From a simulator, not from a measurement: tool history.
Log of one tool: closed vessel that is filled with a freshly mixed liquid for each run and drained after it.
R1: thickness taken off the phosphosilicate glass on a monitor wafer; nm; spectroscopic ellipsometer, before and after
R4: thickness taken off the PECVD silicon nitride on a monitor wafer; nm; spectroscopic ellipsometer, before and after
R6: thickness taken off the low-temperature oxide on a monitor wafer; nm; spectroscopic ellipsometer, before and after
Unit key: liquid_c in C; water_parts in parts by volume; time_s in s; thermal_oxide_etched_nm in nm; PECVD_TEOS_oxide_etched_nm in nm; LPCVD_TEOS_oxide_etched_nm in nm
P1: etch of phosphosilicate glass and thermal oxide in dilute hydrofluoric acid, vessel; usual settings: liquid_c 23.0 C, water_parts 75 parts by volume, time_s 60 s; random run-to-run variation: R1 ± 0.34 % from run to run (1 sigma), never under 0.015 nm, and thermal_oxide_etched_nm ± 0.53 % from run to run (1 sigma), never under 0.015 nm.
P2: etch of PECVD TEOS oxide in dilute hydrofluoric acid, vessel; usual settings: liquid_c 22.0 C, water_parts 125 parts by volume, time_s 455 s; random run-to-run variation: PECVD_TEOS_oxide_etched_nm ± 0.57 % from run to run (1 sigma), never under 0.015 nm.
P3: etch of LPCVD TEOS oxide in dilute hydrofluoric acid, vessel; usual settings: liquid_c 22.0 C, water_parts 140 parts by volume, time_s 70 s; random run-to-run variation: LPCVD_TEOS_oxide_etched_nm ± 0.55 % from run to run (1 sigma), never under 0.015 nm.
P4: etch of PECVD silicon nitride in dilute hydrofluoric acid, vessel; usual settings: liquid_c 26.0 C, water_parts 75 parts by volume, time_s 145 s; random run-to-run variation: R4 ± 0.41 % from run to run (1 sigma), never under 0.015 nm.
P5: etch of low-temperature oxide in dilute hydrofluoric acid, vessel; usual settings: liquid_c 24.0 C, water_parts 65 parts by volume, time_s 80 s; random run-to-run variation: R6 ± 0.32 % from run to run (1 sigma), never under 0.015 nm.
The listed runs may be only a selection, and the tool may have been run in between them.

Run 1, day 0.296: process P1, liquid_c 23.0 C, water_parts 75 parts by volume, time_s 60 s. Result: R1 158.49 nm, thermal_oxide_etched_nm 3.7592 nm.
Run 2, day 0.525: process P2, liquid_c 22.0 C, water_parts 125 parts by volume, time_s 455 s. Result: PECVD_TEOS_oxide_etched_nm 61.117 nm.
Run 3, day 0.758: process P4, liquid_c 26.0 C, water_parts 75 parts by volume, time_s 145 s. Result: R4 6.8651 nm.
Run 4, day 0.929: process P4, liquid_c 26.0 C, water_parts 45 parts by volume, time_s 145 s. Result: R4 11.3060 nm.
Run 5, day 1.204: process P3, liquid_c 27.5 C, water_parts 140 parts by volume, time_s 70 s. Result: LPCVD_TEOS_oxide_etched_nm 24.519 nm.
Run 6, day 1.362: process P1, liquid_c 23.0 C, water_parts 75 parts by volume, time_s 60 s. Result: R1 158.62 nm, thermal_oxide_etched_nm 3.7573 nm.
Run 7, day 1.579: process P2, liquid_c 27.5 C, water_parts 125 parts by volume, time_s 455 s. Result: PECVD_TEOS_oxide_etched_nm 74.633 nm.
Run 8, day 1.762: process P1, liquid_c 29.5 C, water_parts 130 parts by volume, time_s 60 s. Result: R1 109.74 nm, thermal_oxide_etched_nm 2.5558 nm.
Run 9, day 1.950: process P1, liquid_c 30.0 C, water_parts 75 parts by volume, time_s 60 s. Result: R1 208.91 nm, thermal_oxide_etched_nm 4.9095 nm.
Run 10, day 2.292: process P2, liquid_c 22.0 C, water_parts 125 parts by volume, time_s 750 s. Result: PECVD_TEOS_oxide_etched_nm 99.575 nm.
Run 11, day 2.588: process P1, liquid_c 23.0 C, water_parts 75 parts by volume, time_s 60 s. Result: R1 159.61 nm, thermal_oxide_etched_nm 3.7112 nm.
Run 12, day 2.767: process P2, liquid_c 22.0 C, water_parts 200 parts by volume, time_s 455 s. Result: PECVD_TEOS_oxide_etched_nm 34.949 nm.
Run 13, day 3.004: process P5, liquid_c 24.0 C, water_parts 65 parts by volume, time_s 80 s. Result: R6 33.757 nm.
Run 14, day 3.292: process P1, liquid_c 23.0 C, water_parts 75 parts by volume, time_s 60 s. Result: R1 157.90 nm, thermal_oxide_etched_nm 3.6843 nm.
Run 15, day 3.521: process P5, liquid_c 24.0 C, water_parts 110 parts by volume, time_s 80 s. Result: R6 18.893 nm.
Run 16, day 3.683: process P4, liquid_c 21.5 C, water_parts 75 parts by volume, time_s 145 s. Result: R4 5.0805 nm.
Run 17, day 3.929: process P5, liquid_c 24.0 C, water_parts 65 parts by volume, time_s 130 s. Result: R6 55.351 nm.
Run 18, day 4.092: process P3, liquid_c 22.0 C, water_parts 140 parts by volume, time_s 100 s. Result: LPCVD_TEOS_oxide_etched_nm 28.304 nm.
Run 19, day 4.400: process P3, liquid_c 22.0 C, water_parts 140 parts by volume, time_s 70 s. Result: LPCVD_TEOS_oxide_etched_nm 19.734 nm.
Run 20, day 4.608: process P4, liquid_c 26.0 C, water_parts 75 parts by volume, time_s 145 s. Result: R4 6.8758 nm.
Run 21, day 4.833: process P1, liquid_c 23.0 C, water_parts 75 parts by volume, time_s 60 s. Result: R1 158.52 nm, thermal_oxide_etched_nm 3.6798 nm.
Run 22, day 5.000: process P5, liquid_c 31.0 C, water_parts 65 parts by volume, time_s 80 s. Result: R6 44.623 nm.
Run 23, day 5.279: process P1, liquid_c 23.0 C, water_parts 75 parts by volume, time_s 60 s. Result: R1 158.73 nm, thermal_oxide_etched_nm 3.6774 nm.
Run 24, day 5.546: process P1, liquid_c 23.0 C, water_parts 105 parts by volume, time_s 60 s. Result: R1 110.22 nm, thermal_oxide_etched_nm 2.5359 nm.
Run 25, day 5.833: process P4, liquid_c 26.0 C, water_parts 75 parts by volume, time_s 70 s. Result: R4 3.2971 nm.

The next listed run, before its measurement:
At day 5.850: thermometer replaced.
Run 26, day 6.046: process P1, liquid_c 23.0 C, water_parts 20 parts by volume, time_s 60 s. Result: R1 ?, thermal_oxide_etched_nm ?.

{"run 26": {"R1": 639.45, "thermal_oxide_etched_nm": 15.021}}
